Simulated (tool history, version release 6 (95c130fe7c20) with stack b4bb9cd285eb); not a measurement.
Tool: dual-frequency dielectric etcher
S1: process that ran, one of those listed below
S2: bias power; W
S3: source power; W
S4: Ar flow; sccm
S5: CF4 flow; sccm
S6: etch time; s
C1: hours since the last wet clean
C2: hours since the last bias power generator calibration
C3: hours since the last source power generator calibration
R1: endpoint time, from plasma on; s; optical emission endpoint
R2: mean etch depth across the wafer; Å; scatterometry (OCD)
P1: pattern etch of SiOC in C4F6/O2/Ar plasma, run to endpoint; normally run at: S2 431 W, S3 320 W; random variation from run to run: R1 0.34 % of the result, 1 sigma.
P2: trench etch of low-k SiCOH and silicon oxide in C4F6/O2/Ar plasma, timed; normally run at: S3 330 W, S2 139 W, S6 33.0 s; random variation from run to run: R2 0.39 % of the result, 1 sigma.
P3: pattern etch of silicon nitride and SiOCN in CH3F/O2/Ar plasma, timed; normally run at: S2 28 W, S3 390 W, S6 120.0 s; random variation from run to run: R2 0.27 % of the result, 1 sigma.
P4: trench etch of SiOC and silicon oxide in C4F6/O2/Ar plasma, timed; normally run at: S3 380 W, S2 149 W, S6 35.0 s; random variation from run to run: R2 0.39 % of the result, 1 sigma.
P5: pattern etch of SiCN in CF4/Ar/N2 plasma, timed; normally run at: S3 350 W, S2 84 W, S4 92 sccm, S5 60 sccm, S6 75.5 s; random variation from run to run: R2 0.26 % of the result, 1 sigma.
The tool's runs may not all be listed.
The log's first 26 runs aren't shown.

run,hour,S1,S2,S3,S4,S5,S6,C1,C2,C3,R1,R2
27,248.4,P2,139,330,,,18.0,708.7,131.0,757.4,,499.42
28,257.3,P1,431,320,,,,717.6,139.9,766.3,13.020,
29,267.3,P5,84,350,62,60,75.5,727.6,149.9,776.3,,574.01
30,279.4,P5,84,350,92,60,75.5,739.7,162.0,788.4,,546.71
31,286.6,P1,431,410,,,,746.9,169.2,795.6,11.786,
32,297.7,P1,431,320,,,,758.0,180.3,806.7,12.970,
33,310.4,P2,195,330,,,33.0,770.7,193.0,819.4,,1017.30
34,323.6,P1,431,320,,,,783.9,206.2,832.6,12.966,

Run 35 comes next. What will it give?
35,330.7,P1,431,320,,,,791.0,213.3,839.7,?,

R1: 12.849 s

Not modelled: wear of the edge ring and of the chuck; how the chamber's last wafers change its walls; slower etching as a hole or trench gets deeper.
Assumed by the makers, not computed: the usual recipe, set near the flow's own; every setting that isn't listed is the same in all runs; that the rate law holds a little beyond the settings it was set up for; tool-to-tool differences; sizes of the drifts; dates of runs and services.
